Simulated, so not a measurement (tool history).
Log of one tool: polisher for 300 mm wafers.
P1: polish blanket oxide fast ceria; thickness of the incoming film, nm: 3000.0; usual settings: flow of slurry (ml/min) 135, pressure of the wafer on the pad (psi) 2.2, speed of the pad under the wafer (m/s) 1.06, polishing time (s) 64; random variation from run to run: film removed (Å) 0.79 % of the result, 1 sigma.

| run | hour | flow of slurry (ml/min) | pressure of the wafer on the pad (psi) | speed of the pad under the wafer (m/s) | polishing time (s) | wafers polished on this pad | hours since the slurry nozzle was cleaned | hours since the head pressure was calibrated | film removed (Å) |
|---|---|---|---|---|---|---|---|---|---|
| 1 | 2.9 | 135 | 2.2 | 1.06 | 64 | 339 | 210.1 | 266.2 | 7835.7 |
| 2 | 6.5 | 185 | 2.2 | 1.06 | 64 | 386 | 213.7 | 269.8 | 8332.9 |
| 3 | 9.7 | 80 | 2.2 | 1.06 | 64 | 427 | 216.9 | 273 | 6980.3 |
| 4 | 12 | 135 | 2.2 | 1.48 | 64 | 456 | 219.2 | 275.3 | 11035 |
| 5 | 15.1 | 135 | 2.2 | 1.06 | 64 | 496 | 222.3 | 278.4 | 7979 |
| 6 | 20.3 | 135 | 2.2 | 1.06 | 64 | 563 | 227.5 | 283.6 | 7989.1 |
| 7 | 22.8 | 135 | 2.2 | 1.06 | 64 | 595 | 230 | 286.1 | 7849 |
| 8 | 27.4 | 135 | 2.2 | 0.74 | 64 | 654 | 234.6 | 290.7 | 5397.2 |
| 9 | 30 | 135 | 2.2 | 1.06 | 46 | 688 | 237.2 | 293.3 | 5672.3 |
| 10 | 33.2 | 135 | 1 | 1.06 | 64 | 729 | 240.4 | 296.5 | 3598.5 |
| 11 | 36.6 | 135 | 2.2 | 1.06 | 64 | 772 | 243.8 | 299.9 | 7922.3 |
| 12 | 40.6 | 135 | 2.2 | 1.06 | 64 | 824 | 247.8 | 303.9 | 8045.5 |
| 13 | 45.3 | 135 | 3.2 | 1.06 | 64 | 884 | 252.5 | 308.6 | 11434 |
| 14 | 48.8 | 135 | 2.2 | 1.06 | 64 | 929 | 256 | 312.1 | 7987 |
|  | 49.5 | slurry nozzle cleaned |
| 15 | 51.5 | 135 | 2.2 | 1.06 | 99 | 964 | 2.1 | 314.8 | 12279 |
| 16 | 55.1 | 205 | 2.2 | 1.06 | 99 | 1010 | 5.7 | 318.4 | 13015 |
| 17 | 58.7 | 135 | 2.2 | 1.06 | 64 | 1056 | 9.3 | 322 | 7982.7 |
| 18 | 61.6 | 135 | 2.2 | 1.06 | 64 | 1093 | 12.2 | 324.9 | 7849 |
| 19 | 66 | 135 | 2.2 | 1.06 | 64 | 1150 | 16.6 | 329.3 | 7622.3 |
| 20 | 68.3 | 135 | 2.2 | 1.06 | 64 | 1179 | 18.9 | 331.6 | 7604.9 |
| 21 | 72.8 | 135 | 2.2 | 1.06 | 64 | 1237 | 23.4 | 336.1 | 7304.3 |
|  | 75.4 | head pressure recalibrated |
| 22 | 78.1 | 135 | 2.2 | 1.06 | 64 | 1305 | 28.7 | 2.8 | 7425.2 |
| 23 | 82.6 | 135 | 2.2 | 1.06 | 64 | 1363 | 33.2 | 7.3 | 7264.1 |
| 24 | 86.5 | 135 | 2.2 | 1.06 | 64 | 1413 | 37.1 | 11.2 | 7350.5 |
| 25 | 90.4 | 135 | 2.2 | 1.06 | 64 | 1463 | 41 | 15.1 | 7114.8 |
| 26 | 93.6 | 135 | 2.2 | 1.06 | 64 | 1504 | 44.2 | 18.3 | 7245.8 |
| 27 | 96.5 | 135 | 2.2 | 1.06 | 64 | 1542 | 47.1 | 21.2 | 7229.3 |

Run 28 comes next. What will it give?
| 28 | 99.5 | 135 | 2.2 | 1.06 | 64 | 1580 | 50.1 | 24.2 | ? |

Run 28 gave film removed (Å) 7196.8.

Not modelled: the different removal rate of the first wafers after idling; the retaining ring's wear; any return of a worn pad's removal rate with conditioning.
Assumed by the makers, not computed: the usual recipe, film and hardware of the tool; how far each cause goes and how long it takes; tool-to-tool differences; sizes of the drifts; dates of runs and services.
